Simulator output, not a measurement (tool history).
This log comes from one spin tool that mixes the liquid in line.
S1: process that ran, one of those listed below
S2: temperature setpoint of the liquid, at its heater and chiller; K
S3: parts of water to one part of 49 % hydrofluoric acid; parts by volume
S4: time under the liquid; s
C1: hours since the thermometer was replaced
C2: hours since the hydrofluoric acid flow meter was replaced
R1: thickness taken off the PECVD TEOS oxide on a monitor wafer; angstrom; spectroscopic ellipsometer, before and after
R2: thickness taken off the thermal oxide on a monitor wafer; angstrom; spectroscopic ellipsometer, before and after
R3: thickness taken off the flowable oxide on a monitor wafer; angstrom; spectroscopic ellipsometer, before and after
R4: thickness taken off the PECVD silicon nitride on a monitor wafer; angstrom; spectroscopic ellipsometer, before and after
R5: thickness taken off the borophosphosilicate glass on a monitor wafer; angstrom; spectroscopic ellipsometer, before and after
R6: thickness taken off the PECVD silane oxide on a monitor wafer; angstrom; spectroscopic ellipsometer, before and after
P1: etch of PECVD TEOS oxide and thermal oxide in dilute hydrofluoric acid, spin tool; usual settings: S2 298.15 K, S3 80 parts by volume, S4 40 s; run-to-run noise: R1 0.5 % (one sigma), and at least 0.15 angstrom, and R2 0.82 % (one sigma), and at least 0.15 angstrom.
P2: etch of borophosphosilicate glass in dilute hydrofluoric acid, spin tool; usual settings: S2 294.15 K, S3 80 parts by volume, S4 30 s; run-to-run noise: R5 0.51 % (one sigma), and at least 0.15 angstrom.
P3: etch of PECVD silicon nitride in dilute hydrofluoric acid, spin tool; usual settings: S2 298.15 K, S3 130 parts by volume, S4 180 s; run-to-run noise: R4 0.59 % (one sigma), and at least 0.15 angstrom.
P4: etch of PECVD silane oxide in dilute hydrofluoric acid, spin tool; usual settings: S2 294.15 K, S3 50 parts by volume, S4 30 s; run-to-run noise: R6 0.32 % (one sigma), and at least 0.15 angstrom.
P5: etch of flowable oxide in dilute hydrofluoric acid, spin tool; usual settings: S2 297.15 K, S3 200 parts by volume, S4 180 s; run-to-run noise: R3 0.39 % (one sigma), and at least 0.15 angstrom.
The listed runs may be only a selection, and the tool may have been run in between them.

run 1 hour=14.3 | S1=P1 S2=298.15 S3=80 S4=40 | C1=781.4 C2=1375.1 | R1=77.722 R2=26.0380
run 2 hour=32.7 | S1=P1 S2=298.15 S3=80 S4=15 | C1=799.8 C2=1393.5 | R1=29.287 R2=9.9601
run 3 hour=42.8 | S1=P5 S2=297.15 S3=75 S4=180 | C1=809.9 C2=1403.6 | R3=577.48
run 4 hour=53.3 | S1=P3 S2=298.15 S3=45 S4=180 | C1=820.4 C2=1414.1 | R4=165.830
run 5 hour=67.0 | S1=P1 S2=293.65 S3=80 S4=40 | C1=834.1 C2=1427.8 | R1=65.096 R2=21.4490
run 6 hour=80.8 | S1=P2 S2=294.15 S3=80 S4=30 | C1=847.9 C2=1441.6 | R5=145.480
run 7 hour=92.2 | S1=P1 S2=298.15 S3=80 S4=80 | C1=859.3 C2=1453.0 | R1=154.570 R2=51.6600
run 8 hour=103.1 | S1=P2 S2=290.15 S3=80 S4=30 | C1=870.2 C2=1463.9 | R5=121.490
run 9 hour=114.9 | S1=P1 S2=298.15 S3=80 S4=40 | C1=882.0 C2=1475.7 | R1=77.692 R2=25.9870
run 10 hour=125.6 | S1=P3 S2=298.15 S3=130 S4=180 | C1=892.7 C2=1486.4 | R4=58.481
run 11 hour=139.2 | S1=P5 S2=297.15 S3=200 S4=180 | C1=906.3 C2=1500.0 | R3=187.62
run 12 hour=156.9 | S1=P1 S2=305.15 S3=140 S4=40 | C1=924.0 C2=1517.7 | R1=53.161 R2=17.6950
run 13 hour=169.7 | S1=P4 S2=299.65 S3=50 S4=30 | C1=936.8 C2=1530.5 | R6=212.85
run 14 hour=187.4 | S1=P4 S2=294.15 S3=50 S4=50 | C1=954.5 C2=1548.2 | R6=281.76
run 15 hour=200.7 | S1=P1 S2=305.15 S3=80 S4=40 | C1=967.8 C2=1561.5 | R1=102.210 R2=33.6220
run 16 hour=216.8 | S1=P2 S2=294.15 S3=130 S4=30 | C1=983.9 C2=1577.6 | R5=84.437
run 17 hour=231.4 | S1=P4 S2=294.15 S3=80 S4=30 | C1=998.5 C2=1592.2 | R6=102.00
run 18 hour=249.8 | S1=P1 S2=298.15 S3=35 S4=40 | C1=1016.9 C2=1610.6 | R1=188.810 R2=62.7350
run 19 hour=261.3 | S1=P1 S2=298.15 S3=80 S4=40 | C1=1028.4 C2=1622.1 | R1=78.289 R2=25.8940
run 20 hour=273.1 | S1=P2 S2=294.15 S3=80 S4=50 | C1=1040.2 C2=1633.9 | R5=239.130
run 21 hour=289.3 | S1=P1 S2=298.15 S3=80 S4=40 | C1=1056.4 C2=1650.1 | R1=77.753 R2=25.8320
run 22 hour=299.2 | S1=P5 S2=297.15 S3=200 S4=180 | C1=1066.3 C2=1660.0 | R3=188.31
run 23 hour=308.3 | S1=P5 S2=297.15 S3=200 S4=310 | C1=1075.4 C2=1669.1 | R3=320.14
run 24 hour=327.6 | S1=P1 S2=294.65 S3=80 S4=15 | C1=1094.7 C2=1688.4 | R1=25.673 R2=8.2440
run 25 hour=342.6 | S1=P3 S2=305.65 S3=130 S4=180 | C1=1109.7 C2=1703.4 | R4=91.962
run 26 hour=360.7 | S1=P4 S2=294.15 S3=50 S4=30 | C1=1127.8 C2=1721.5 | R6=169.02

Run 27 has not been measured yet. What should we expect?
run 27 hour=379.7 | S1=P4 S2=294.15 S3=50 S4=30 | C1=1146.8 C2=1740.5 | R6=?

R6: 169.79 angstrom
